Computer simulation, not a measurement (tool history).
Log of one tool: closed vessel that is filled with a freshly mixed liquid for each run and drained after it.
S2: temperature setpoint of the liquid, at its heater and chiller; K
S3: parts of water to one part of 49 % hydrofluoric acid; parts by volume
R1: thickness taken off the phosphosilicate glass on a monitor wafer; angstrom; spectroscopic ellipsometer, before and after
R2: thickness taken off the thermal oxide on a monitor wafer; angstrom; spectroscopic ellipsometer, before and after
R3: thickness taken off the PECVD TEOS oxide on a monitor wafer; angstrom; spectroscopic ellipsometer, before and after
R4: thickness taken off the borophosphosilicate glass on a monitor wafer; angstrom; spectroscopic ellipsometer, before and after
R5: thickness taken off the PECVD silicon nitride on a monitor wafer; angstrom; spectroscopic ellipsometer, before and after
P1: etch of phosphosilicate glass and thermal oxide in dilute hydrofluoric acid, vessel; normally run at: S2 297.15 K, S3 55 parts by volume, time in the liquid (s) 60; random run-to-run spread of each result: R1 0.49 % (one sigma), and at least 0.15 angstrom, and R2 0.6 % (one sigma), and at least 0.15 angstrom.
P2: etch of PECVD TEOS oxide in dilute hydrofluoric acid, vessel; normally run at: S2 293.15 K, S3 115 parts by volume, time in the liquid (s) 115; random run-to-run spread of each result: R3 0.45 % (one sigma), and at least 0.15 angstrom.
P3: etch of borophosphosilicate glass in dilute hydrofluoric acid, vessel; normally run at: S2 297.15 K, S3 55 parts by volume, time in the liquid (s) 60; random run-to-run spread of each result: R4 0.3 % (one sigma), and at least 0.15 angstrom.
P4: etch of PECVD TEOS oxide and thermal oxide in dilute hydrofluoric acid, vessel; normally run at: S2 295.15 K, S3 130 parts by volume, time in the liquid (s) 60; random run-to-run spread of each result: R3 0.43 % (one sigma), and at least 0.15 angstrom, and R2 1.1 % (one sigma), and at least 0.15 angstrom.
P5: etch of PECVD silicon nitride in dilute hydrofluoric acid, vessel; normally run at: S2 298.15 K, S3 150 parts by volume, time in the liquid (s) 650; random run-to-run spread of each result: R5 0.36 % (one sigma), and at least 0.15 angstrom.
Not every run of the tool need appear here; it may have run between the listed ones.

Run 1, hour 4.4: process that ran P1, S2 297.15 K, S3 55 parts by volume, time in the liquid (s) 60. Result: R1 678.35 angstrom, R2 53.990 angstrom.
Run 2, hour 11.2: process that ran P1, S2 290.15 K, S3 55 parts by volume, time in the liquid (s) 60. Result: R1 507.17 angstrom, R2 40.518 angstrom.
Run 3, hour 15.5: process that ran P1, S2 302.15 K, S3 95 parts by volume, time in the liquid (s) 60. Result: R1 457.76 angstrom, R2 35.914 angstrom.
Run 4, hour 23.1: process that ran P2, S2 293.15 K, S3 50 parts by volume, time in the liquid (s) 115. Result: R3 268.520 angstrom.
Run 5, hour 32.1: process that ran P1, S2 301.65 K, S3 75 parts by volume, time in the liquid (s) 60. Result: R1 585.06 angstrom, R2 45.865 angstrom.
Run 6, hour 37.7: process that ran P3, S2 297.15 K, S3 20 parts by volume, time in the liquid (s) 60. Result: R4 1773.00 angstrom.
At hour 40.4: thermometer replaced.
Run 7, hour 43.0: process that ran P4, S2 295.15 K, S3 130 parts by volume, time in the liquid (s) 30. Result: R2 10.053 angstrom, R3 36.406 angstrom.
Run 8, hour 47.8: process that ran P1, S2 302.65 K, S3 55 parts by volume, time in the liquid (s) 30. Result: R1 425.60 angstrom, R2 33.518 angstrom.
Run 9, hour 55.6: process that ran P5, S2 298.15 K, S3 150 parts by volume, time in the liquid (s) 650. Result: R5 77.173 angstrom.
Run 10, hour 64.7: process that ran P1, S2 303.15 K, S3 55 parts by volume, time in the liquid (s) 60. Result: R1 869.11 angstrom, R2 68.460 angstrom.
Run 11, hour 69.3: process that ran P4, S2 290.65 K, S3 130 parts by volume, time in the liquid (s) 60. Result: R2 17.056 angstrom, R3 61.255 angstrom.
Run 12, hour 76.4: process that ran P1, S2 297.15 K, S3 20 parts by volume, time in the liquid (s) 60. Result: R1 1961.10 angstrom, R2 155.290 angstrom.
Run 13, hour 85.5: process that ran P3, S2 297.15 K, S3 55 parts by volume, time in the liquid (s) 60. Result: R4 617.88 angstrom.
Run 14, hour 91.4: process that ran P2, S2 293.15 K, S3 115 parts by volume, time in the liquid (s) 115. Result: R3 108.820 angstrom.
Run 15, hour 98.2: process that ran P2, S2 290.15 K, S3 115 parts by volume, time in the liquid (s) 115. Result: R3 95.310 angstrom.
Run 16, hour 102.3: process that ran P1, S2 297.15 K, S3 55 parts by volume, time in the liquid (s) 60. Result: R1 676.56 angstrom, R2 54.019 angstrom.
Run 17, hour 108.9: process that ran P5, S2 298.15 K, S3 150 parts by volume, time in the liquid (s) 650. Result: R5 76.971 angstrom.
Run 18, hour 116.0: process that ran P3, S2 305.65 K, S3 55 parts by volume, time in the liquid (s) 60. Result: R4 867.09 angstrom.
Run 19, hour 123.2: process that ran P2, S2 293.15 K, S3 115 parts by volume, time in the liquid (s) 230. Result: R3 215.000 angstrom.
Run 20, hour 130.3: process that ran P4, S2 295.15 K, S3 35 parts by volume, time in the liquid (s) 60. Result: R2 84.461 angstrom, R3 305.070 angstrom.
Run 21, hour 136.2: process that ran P1, S2 297.15 K, S3 55 parts by volume, time in the liquid (s) 60. Result: R1 683.55 angstrom, R2 54.253 angstrom.
Run 22, hour 142.1: process that ran P5, S2 298.15 K, S3 70 parts by volume, time in the liquid (s) 650. Result: R5 164.240 angstrom.
Run 23, hour 147.3: process that ran P5, S2 290.65 K, S3 150 parts by volume, time in the liquid (s) 650. Result: R5 47.004 angstrom.
Run 24, hour 155.8: process that ran P3, S2 297.15 K, S3 55 parts by volume, time in the liquid (s) 60. Result: R4 619.65 angstrom.
Run 25, hour 164.1: process that ran P4, S2 295.15 K, S3 130 parts by volume, time in the liquid (s) 60. Result: R2 20.499 angstrom, R3 72.821 angstrom.
Run 26, hour 171.1: process that ran P1, S2 297.15 K, S3 90 parts by volume, time in the liquid (s) 60. Result: R1 397.46 angstrom, R2 31.335 angstrom.
Run 27, hour 178.4: process that ran P3, S2 297.15 K, S3 55 parts by volume, time in the liquid (s) 30. Result: R4 310.19 angstrom.
Run 28, hour 182.7: process that ran P2, S2 293.15 K, S3 115 parts by volume, time in the liquid (s) 115. Result: R3 108.070 angstrom.
At hour 187.4: hydrofluoric acid flow meter replaced.
Run 29, hour 188.2: process that ran P1, S2 297.15 K, S3 55 parts by volume, time in the liquid (s) 110. Result: R1 1254.70 angstrom, R2 99.812 angstrom.
Run 30, hour 192.7: process that ran P5, S2 298.15 K, S3 150 parts by volume, time in the liquid (s) 350. Result: R5 41.371 angstrom.
Run 31, hour 200.4: process that ran P1, S2 297.15 K, S3 55 parts by volume, time in the liquid (s) 30. Result: R1 341.47 angstrom, R2 27.116 angstrom.

What does the tool deliver on the next run?
Run 32, hour 208.2: process that ran P1, S2 297.15 K, S3 55 parts by volume, time in the liquid (s) 60. Result: R1 ?, R2 ?.

{"run 32": {"R1": 684.71, "R2": 54.081}}

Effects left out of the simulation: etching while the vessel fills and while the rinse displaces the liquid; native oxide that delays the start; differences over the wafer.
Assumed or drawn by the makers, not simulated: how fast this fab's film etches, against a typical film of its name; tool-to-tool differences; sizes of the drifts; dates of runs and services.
